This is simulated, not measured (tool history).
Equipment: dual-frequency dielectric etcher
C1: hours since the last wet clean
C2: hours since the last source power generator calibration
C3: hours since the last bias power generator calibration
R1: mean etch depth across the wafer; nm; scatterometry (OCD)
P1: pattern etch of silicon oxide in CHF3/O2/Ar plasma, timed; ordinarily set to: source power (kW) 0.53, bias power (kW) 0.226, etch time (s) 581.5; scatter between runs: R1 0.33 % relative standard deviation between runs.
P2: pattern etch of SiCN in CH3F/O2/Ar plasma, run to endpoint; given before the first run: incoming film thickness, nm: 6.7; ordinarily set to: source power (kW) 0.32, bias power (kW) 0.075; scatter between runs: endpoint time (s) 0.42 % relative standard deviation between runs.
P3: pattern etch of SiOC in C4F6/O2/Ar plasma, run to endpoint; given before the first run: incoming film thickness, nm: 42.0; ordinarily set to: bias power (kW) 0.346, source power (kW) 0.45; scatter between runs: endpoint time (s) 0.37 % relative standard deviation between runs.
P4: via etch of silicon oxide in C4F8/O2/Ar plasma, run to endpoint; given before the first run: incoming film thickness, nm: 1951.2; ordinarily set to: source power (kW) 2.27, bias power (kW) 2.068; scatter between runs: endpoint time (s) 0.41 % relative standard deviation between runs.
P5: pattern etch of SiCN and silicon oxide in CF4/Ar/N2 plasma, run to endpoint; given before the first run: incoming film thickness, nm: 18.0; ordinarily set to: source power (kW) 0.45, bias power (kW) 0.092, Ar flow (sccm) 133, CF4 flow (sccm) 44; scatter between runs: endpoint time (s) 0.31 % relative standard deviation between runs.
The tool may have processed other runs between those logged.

Run 1, hour 15.7: process that ran P1, source power (kW) 0.53, bias power (kW) 0.226, etch time (s) 581.5; C1 126.5; C2 317.5; C3 1366.1. Result: R1 1184.3 nm.
Run 2, hour 27.2: process that ran P5, source power (kW) 0.45, bias power (kW) 0.092, Ar flow (sccm) 133, CF4 flow (sccm) 44; C1 138; C2 329; C3 1377.6. Result: endpoint time (s) 21.848.
Run 3, hour 37.6: process that ran P1, source power (kW) 0.53, bias power (kW) 0.226, etch time (s) 748; C1 148.4; C2 339.4; C3 1388. Result: R1 1508.9 nm.
Run 4, hour 49.3: process that ran P4, source power (kW) 2.27, bias power (kW) 2.068; C1 160.1; C2 351.1; C3 1399.7. Result: endpoint time (s) 359.26.
Run 5, hour 58.7: process that ran P4, source power (kW) 2.27, bias power (kW) 1.431; C1 169.5; C2 360.5; C3 1409.1. Result: endpoint time (s) 399.37.
Run 6, hour 70.5: process that ran P2, source power (kW) 0.26, bias power (kW) 0.075; C1 181.3; C2 372.3; C3 1420.9. Result: endpoint time (s) 20.032.
Run 7, hour 85.2: process that ran P4, source power (kW) 2.27, bias power (kW) 2.068; C1 196; C2 387; C3 1435.6. Result: endpoint time (s) 361.88.
Run 8, hour 99.1: process that ran P1, source power (kW) 0.53, bias power (kW) 0.226, etch time (s) 581.5; C1 209.9; C2 400.9; C3 1449.5. Result: R1 1187 nm.
Run 9, hour 113.9: process that ran P1, source power (kW) 0.53, bias power (kW) 0.311, etch time (s) 581.5; C1 224.7; C2 415.7; C3 1464.3. Result: R1 1324.8 nm.
Run 10, hour 129.5: process that ran P5, source power (kW) 0.45, bias power (kW) 0.092, Ar flow (sccm) 133, CF4 flow (sccm) 44; C1 240.3; C2 431.3; C3 1479.9. Result: endpoint time (s) 21.726.
Run 11, hour 143.9: process that ran P3, source power (kW) 0.45, bias power (kW) 0.346; C1 254.7; C2 445.7; C3 1494.3. Result: endpoint time (s) 15.239.
Run 12, hour 158.7: process that ran P3, source power (kW) 0.45, bias power (kW) 0.476; C1 269.5; C2 460.5; C3 1509.1. Result: endpoint time (s) 13.675.
Run 13, hour 166.4: process that ran P1, source power (kW) 0.53, bias power (kW) 0.226, etch time (s) 581.5; C1 277.2; C2 468.2; C3 1516.8. Result: R1 1183.7 nm.
Run 14, hour 180.5: process that ran P1, source power (kW) 0.53, bias power (kW) 0.15, etch time (s) 581.5; C1 291.3; C2 482.3; C3 1530.9. Result: R1 1026.4 nm.
Run 15, hour 192.6: process that ran P1, source power (kW) 0.53, bias power (kW) 0.226, etch time (s) 581.5; C1 303.4; C2 494.4; C3 1543. Result: R1 1184.9 nm.
Run 16, hour 205.6: process that ran P1, source power (kW) 0.36, bias power (kW) 0.226, etch time (s) 581.5; C1 316.4; C2 507.4; C3 1556. Result: R1 1024 nm.
Run 17, hour 219.1: process that ran P1, source power (kW) 0.53, bias power (kW) 0.226, etch time (s) 362; C1 329.9; C2 520.9; C3 1569.5. Result: R1 737.3 nm.
Run 18, hour 233.5: process that ran P1, source power (kW) 0.53, bias power (kW) 0.226, etch time (s) 581.5; C1 344.3; C2 535.3; C3 1583.9. Result: R1 1182.8 nm.
At hour 242: bias power generator calibrated.
Run 19, hour 242.3: process that ran P2, source power (kW) 0.32, bias power (kW) 0.075; C1 353.1; C2 544.1; C3 0.3. Result: endpoint time (s) 18.628.
Run 20, hour 254.6: process that ran P5, source power (kW) 0.45, bias power (kW) 0.092, Ar flow (sccm) 95, CF4 flow (sccm) 44; C1 365.4; C2 556.4; C3 12.6. Result: endpoint time (s) 20.737.
Run 21, hour 264.4: process that ran P2, source power (kW) 0.32, bias power (kW) 0.075; C1 375.2; C2 566.2; C3 22.4. Result: endpoint time (s) 18.522.
Run 22, hour 274.8: process that ran P5, source power (kW) 0.45, bias power (kW) 0.13, Ar flow (sccm) 133, CF4 flow (sccm) 44; C1 385.6; C2 576.6; C3 32.8. Result: endpoint time (s) 18.856.
Run 23, hour 281.6: process that ran P5, source power (kW) 0.28, bias power (kW) 0.092, Ar flow (sccm) 133, CF4 flow (sccm) 44; C1 392.4; C2 583.4; C3 39.6. Result: endpoint time (s) 32.888.
Run 24, hour 295.8: process that ran P5, source power (kW) 0.45, bias power (kW) 0.092, Ar flow (sccm) 133, CF4 flow (sccm) 58; C1 406.6; C2 597.6; C3 53.8. Result: endpoint time (s) 20.965.
Run 25, hour 308.4: process that ran P1, source power (kW) 0.63, bias power (kW) 0.226, etch time (s) 432.5; C1 419.2; C2 610.2; C3 66.4. Result: R1 941.03 nm.
Run 26, hour 323: process that ran P2, source power (kW) 0.32, bias power (kW) 0.058; C1 433.8; C2 624.8; C3 81. Result: endpoint time (s) 20.209.
Run 27, hour 331.7: process that ran P3, source power (kW) 0.34, bias power (kW) 0.346; C1 442.5; C2 633.5; C3 89.7. Result: endpoint time (s) 17.
Run 28, hour 339.6: process that ran P1, source power (kW) 0.53, bias power (kW) 0.226, etch time (s) 581.5; C1 450.4; C2 641.4; C3 97.6. Result: R1 1183.9 nm.
Run 29, hour 347.3: process that ran P1, source power (kW) 0.72, bias power (kW) 0.226, etch time (s) 581.5; C1 458.1; C2 649.1; C3 105.3. Result: R1 1332.4 nm.
Run 30, hour 356.2: process that ran P4, source power (kW) 3.22, bias power (kW) 2.068; C1 467; C2 658; C3 114.2. Result: endpoint time (s) 314.87.
Run 31, hour 363.1: process that ran P1, source power (kW) 0.53, bias power (kW) 0.226, etch time (s) 581.5; C1 473.9; C2 664.9; C3 121.1. Result: R1 1186.3 nm.
Run 32, hour 374.6: process that ran P1, source power (kW) 0.53, bias power (kW) 0.226, etch time (s) 581.5; C1 485.4; C2 676.4; C3 132.6. Result: R1 1188 nm.
Run 33, hour 384: process that ran P1, source power (kW) 0.53, bias power (kW) 0.226, etch time (s) 581.5; C1 494.8; C2 685.8; C3 142. Result: R1 1191.3 nm.
Run 34, hour 392.7: process that ran P1, source power (kW) 0.53, bias power (kW) 0.226, etch time (s) 581.5; C1 503.5; C2 694.5; C3 150.7. Result: R1 1197.1 nm.
Run 35, hour 406.5: process that ran P1, source power (kW) 0.53, bias power (kW) 0.226, etch time (s) 581.5; C1 517.3; C2 708.3; C3 164.5. Result: R1 1198.7 nm.
Run 36, hour 419: process that ran P1, source power (kW) 0.53, bias power (kW) 0.226, etch time (s) 581.5; C1 529.8; C2 720.8; C3 177. Result: R1 1197.6 nm.
Run 37, hour 426.6: process that ran P1, source power (kW) 0.53, bias power (kW) 0.226, etch time (s) 581.5; C1 537.4; C2 728.4; C3 184.6. Result: R1 1198.5 nm.
Run 38, hour 434.3: process that ran P1, source power (kW) 0.53, bias power (kW) 0.226, etch time (s) 581.5; C1 545.1; C2 736.1; C3 192.3. Result: R1 1201.1 nm.
Run 39, hour 441.3: process that ran P1, source power (kW) 0.53, bias power (kW) 0.226, etch time (s) 581.5; C1 552.1; C2 743.1; C3 199.3. Result: R1 1201.9 nm.
At hour 448.9: wet clean of the chamber.
Run 40, hour 454.1: process that ran P1, source power (kW) 0.53, bias power (kW) 0.226, etch time (s) 581.5; C1 5.2; C2 755.9; C3 212.1. Result: R1 1205.2 nm.
Run 41, hour 468.1: process that ran P1, source power (kW) 0.53, bias power (kW) 0.226, etch time (s) 581.5; C1 19.2; C2 769.9; C3 226.1. Result: R1 1204 nm.
Run 42, hour 479.1: process that ran P1, source power (kW) 0.53, bias power (kW) 0.226, etch time (s) 581.5; C1 30.2; C2 780.9; C3 237.1. Result: R1 1203 nm.

What P1 gives has crept away from where it was. These 2 causes fit the log equally well, each at the size given:
A: bias power that arrives over what is set, % = 4.75
B: source power that arrives over what is set, % = 4.47
Creep in the process output first set in at about hour 363.1.
Each remaining cause and why it is not a fit:
chamber walls in a state that raises the etch rate, %: serviced at hour 448.9, which brought nothing back

Of the 4 check runs below, each run on 2 wafers with the results averaged and each result still a question mark, which one would tell the listed causes apart?
Run check 1, hour 490.1: process that ran P4, source power (kW) 3.05, bias power (kW) 1.456. Result: endpoint time (s) ?.
Run check 2, hour 490.1: process that ran P3, source power (kW) 0.45, bias power (kW) 0.472. Result: endpoint time (s) ?.
Run check 3, hour 490.1: process that ran P5, source power (kW) 0.38, bias power (kW) 0.092, Ar flow (sccm) 133, CF4 flow (sccm) 58. Result: endpoint time (s) ?.
Run check 4, hour 490.1: process that ran P2, source power (kW) 0.32, bias power (kW) 0.059. Result: endpoint time (s) ?.

What each check would give under each cause:
  check             result    if A    if B
check 1  endpoint time (s)  348.01  345.93
check 2  endpoint time (s)  13.436  13.448
check 3  endpoint time (s)   23.79  23.317
check 4  endpoint time (s)  19.884  19.873
Per check, the gap between the least separated pair of causes, taken in the result that splits them most: check 1 0.6 %; check 2 0.09 %; check 3 2.01 %; check 4 0.05 %
Of the check runs offered, only check 3 discriminates between the causes; the rest would read about the same regardless of which cause applies.

Running check 3 produced the following: endpoint time (s) 23.775. Which one of the listed causes fits?

It is A: bias power that arrives over what is set, %.
